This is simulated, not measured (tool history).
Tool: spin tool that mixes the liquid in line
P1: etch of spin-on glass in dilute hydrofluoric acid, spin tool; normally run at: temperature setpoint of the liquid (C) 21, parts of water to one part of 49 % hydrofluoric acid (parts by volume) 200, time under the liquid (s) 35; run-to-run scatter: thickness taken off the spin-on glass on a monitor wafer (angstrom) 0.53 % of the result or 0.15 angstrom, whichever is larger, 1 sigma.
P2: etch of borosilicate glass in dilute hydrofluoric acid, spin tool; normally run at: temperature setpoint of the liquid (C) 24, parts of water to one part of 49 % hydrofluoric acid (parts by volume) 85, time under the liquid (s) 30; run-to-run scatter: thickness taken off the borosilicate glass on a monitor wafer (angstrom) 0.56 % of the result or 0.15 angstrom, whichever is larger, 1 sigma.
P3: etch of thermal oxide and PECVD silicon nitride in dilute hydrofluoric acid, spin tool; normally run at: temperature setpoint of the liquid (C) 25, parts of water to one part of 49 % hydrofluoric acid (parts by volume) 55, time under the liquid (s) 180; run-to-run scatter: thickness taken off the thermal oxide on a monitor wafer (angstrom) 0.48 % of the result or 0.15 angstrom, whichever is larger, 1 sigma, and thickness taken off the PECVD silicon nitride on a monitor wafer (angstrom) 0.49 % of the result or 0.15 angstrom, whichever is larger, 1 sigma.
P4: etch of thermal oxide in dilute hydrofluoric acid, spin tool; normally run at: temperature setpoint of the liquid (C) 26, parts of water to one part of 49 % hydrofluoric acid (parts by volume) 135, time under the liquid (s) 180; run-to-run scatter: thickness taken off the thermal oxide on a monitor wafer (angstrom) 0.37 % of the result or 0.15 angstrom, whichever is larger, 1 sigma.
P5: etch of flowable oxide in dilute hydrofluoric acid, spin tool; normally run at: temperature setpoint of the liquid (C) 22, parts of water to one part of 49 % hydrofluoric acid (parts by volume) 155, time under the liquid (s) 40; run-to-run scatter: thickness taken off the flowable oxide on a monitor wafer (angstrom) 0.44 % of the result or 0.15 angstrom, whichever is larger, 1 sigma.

run,hour,process that ran,temperature setpoint of the liquid (C),parts of water to one part of 49 % hydrofluoric acid (parts by volume),time under the liquid (s),thickness taken off the spin-on glass on a monitor wafer (angstrom),thickness taken off the thermal oxide on a monitor wafer (angstrom),thickness taken off the flowable oxide on a monitor wafer (angstrom),thickness taken off the PECVD silicon nitride on a monitor wafer (angstrom),thickness taken off the borosilicate glass on a monitor wafer (angstrom)
1,6.8,P1,21,200,35,60.068,,,,
2,20.2,P1,21,65,35,211.78,,,,
3,30.2,P4,26,135,180,,64.284,,,
4,44.8,P4,26,135,340,,120.55,,,
5,51.9,P5,22,155,40,,,89.886,,
6,60.1,P1,21,115,60,196.19,,,,
7,74.5,P5,22,155,40,,,90.626,,
8,83.3,P1,26.5,200,35,74.102,,,,
9,94.3,P3,25,55,25,,23.954,,12.901,
10,104,P3,25,55,180,,171.65,,91.192,
11,114.4,P5,28.5,155,40,,,113.93,,
12,124,P1,21,200,70,118.99,,,,
13,134.3,P1,21,200,35,60.267,,,,
14,147.6,P2,19.5,85,30,,,,,132.78
15,156.6,P4,26,235,180,,32.579,,,
16,163.5,P4,32,135,180,,79.804,,,
17,176.1,P1,17,200,35,51.675,,,,
18,186.3,P1,21,345,35,30.08,,,,
19,198.1,P5,22,270,40,,,46.335,,
20,208.5,P3,30.5,55,180,,214.21,,130.79,
21,214.8,P5,22,155,15,,,34,,
22,223.1,P2,24,85,15,,,,,78.828
23,231.5,P1,26.5,45,35,397.31,,,,
24,245.1,P1,21,200,35,60.011,,,,
25,253.6,P3,25,85,180,,106.13,,59.467,
26,264.1,P1,21,200,35,60.202,,,,
27,274.6,P1,21,75,65,342.59,,,,
28,285.3,P2,24,85,30,,,,,158.54
29,294.3,P2,24,150,30,,,,,83.862
30,304.5,P1,21,200,15,25.933,,,,
31,318.8,P3,25,55,180,,169.87,,91.509,
32,325.3,P1,21,200,35,60.03,,,,
33,333.8,P1,21,200,35,61.496,,,,
34,344.7,P1,21,200,35,62.525,,,,
35,358.9,P1,21,200,35,63.336,,,,
36,367.1,P1,21,200,35,63.716,,,,
37,381.5,P1,21,200,35,64.164,,,,
38,391.5,P1,21,200,35,64.13,,,,
39,399.3,P1,21,200,35,64.654,,,,
40,410.3,P1,21,200,35,64.966,,,,

What P1 gives has crept away from where it was. These 2 causes fit the log equally well, each at the size given:
A: hydrofluoric acid flow above the setpoint (%) = 5.64
B: liquid hotter than its thermometer reads (K) = 1.74
The creep began at about hour 325.3.

4 check runs are offered, one wafer each, their results left as question marks. Which one tells the causes apart?
check 1,421.3,P4,26,225,285,,?,,,
check 2,421.3,P5,28,225,40,,,?,,
check 3,421.3,P2,20,85,15,,,,,?
check 4,421.3,P3,29.5,55,90,,?,,?,

What each check would give under each cause:
check,result,if A,if B
check 1,thickness taken off the thermal oxide on a monitor wafer (angstrom),58.458,58.059
check 2,thickness taken off the flowable oxide on a monitor wafer (angstrom),76.581,75.906
check 3,thickness taken off the borosilicate glass on a monitor wafer (angstrom),71.741,72.574
check 4,thickness taken off the thermal oxide on a monitor wafer (angstrom),108.66,109.57
check 4,thickness taken off the PECVD silicon nitride on a monitor wafer (angstrom),64.923,68.744
How far apart the two closest causes lie, in the result that separates them most: check 1 0.69 %; check 2 0.88 %; check 3 1.15 %; check 4 5.72 %
Check 4 tells the causes apart: in the others they would give nearly the same result.

Then check 4 was run and gave: thickness taken off the thermal oxide on a monitor wafer (angstrom) 110.42; thickness taken off the PECVD silicon nitride on a monitor wafer (angstrom) 68.86. Which cause is it?

It is B: liquid hotter than its thermometer reads (K).

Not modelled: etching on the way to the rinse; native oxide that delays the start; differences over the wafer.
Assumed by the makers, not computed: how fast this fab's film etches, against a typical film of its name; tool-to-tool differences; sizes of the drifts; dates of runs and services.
